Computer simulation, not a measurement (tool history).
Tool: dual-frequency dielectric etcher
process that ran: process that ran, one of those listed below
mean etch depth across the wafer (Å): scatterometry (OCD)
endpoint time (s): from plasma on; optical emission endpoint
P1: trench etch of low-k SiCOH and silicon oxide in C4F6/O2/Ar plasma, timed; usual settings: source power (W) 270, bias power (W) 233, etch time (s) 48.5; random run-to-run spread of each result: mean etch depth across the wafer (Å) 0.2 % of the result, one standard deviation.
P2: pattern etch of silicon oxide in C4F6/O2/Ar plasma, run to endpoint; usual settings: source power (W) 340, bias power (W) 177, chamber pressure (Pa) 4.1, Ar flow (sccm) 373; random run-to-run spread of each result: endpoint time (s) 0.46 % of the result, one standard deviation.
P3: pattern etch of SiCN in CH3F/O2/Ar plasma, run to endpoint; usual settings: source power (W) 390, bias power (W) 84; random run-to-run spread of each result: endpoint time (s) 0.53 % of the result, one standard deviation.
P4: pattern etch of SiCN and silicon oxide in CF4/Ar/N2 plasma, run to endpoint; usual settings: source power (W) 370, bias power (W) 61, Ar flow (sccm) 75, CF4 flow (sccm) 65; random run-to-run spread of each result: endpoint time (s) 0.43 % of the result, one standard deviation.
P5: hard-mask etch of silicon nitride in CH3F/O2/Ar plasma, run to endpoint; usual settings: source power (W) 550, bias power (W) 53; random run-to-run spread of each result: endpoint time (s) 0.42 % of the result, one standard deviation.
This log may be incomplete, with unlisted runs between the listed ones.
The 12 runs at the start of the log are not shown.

run,hour,process that ran,source power (W),bias power (W),etch time (s),chamber pressure (Pa),Ar flow (sccm),CF4 flow (sccm),mean etch depth across the wafer (Å),endpoint time (s)
13,168.1,P1,270,233,48.5,,,,1494.2,
14,180.4,P1,270,320,32,,,,1100.3,
15,195.4,P4,370,61,,,75,65,,20.852
16,209.5,P5,700,53,,,,,,53.768
17,218.1,P1,270,288,48.5,,,,1606.1,
18,233.1,P5,550,53,,,,,,58.51
19,241.5,P1,270,233,48.5,,,,1488.5,
20,257.4,P1,270,178,48.5,,,,1362.2,
21,267.1,P4,370,61,,,53,65,,19.815
22,281.1,P3,390,53,,,,,,24.573
23,296.8,P2,340,177,,4.1,474,,,18.991
24,308.6,P1,270,233,48.5,,,,1492.9,
25,320.6,P1,270,233,61,,,,1874.2,
26,329.5,P1,270,322,32.5,,,,1120.5,
27,345.6,P3,270,84,,,,,,24.186
28,355.5,P4,370,81,,,75,65,,18.856
29,371.3,P1,270,233,48.5,,,,1493.1,
30,384.9,P4,500,61,,,75,65,,15.874
31,393.6,P1,210,233,48.5,,,,1352.9,

Run 32, settings as shown, results not yet in. Your forecast:
32,402.4,P1,270,233,27.5,,,,?,

mean etch depth across the wafer (Å): 845.29
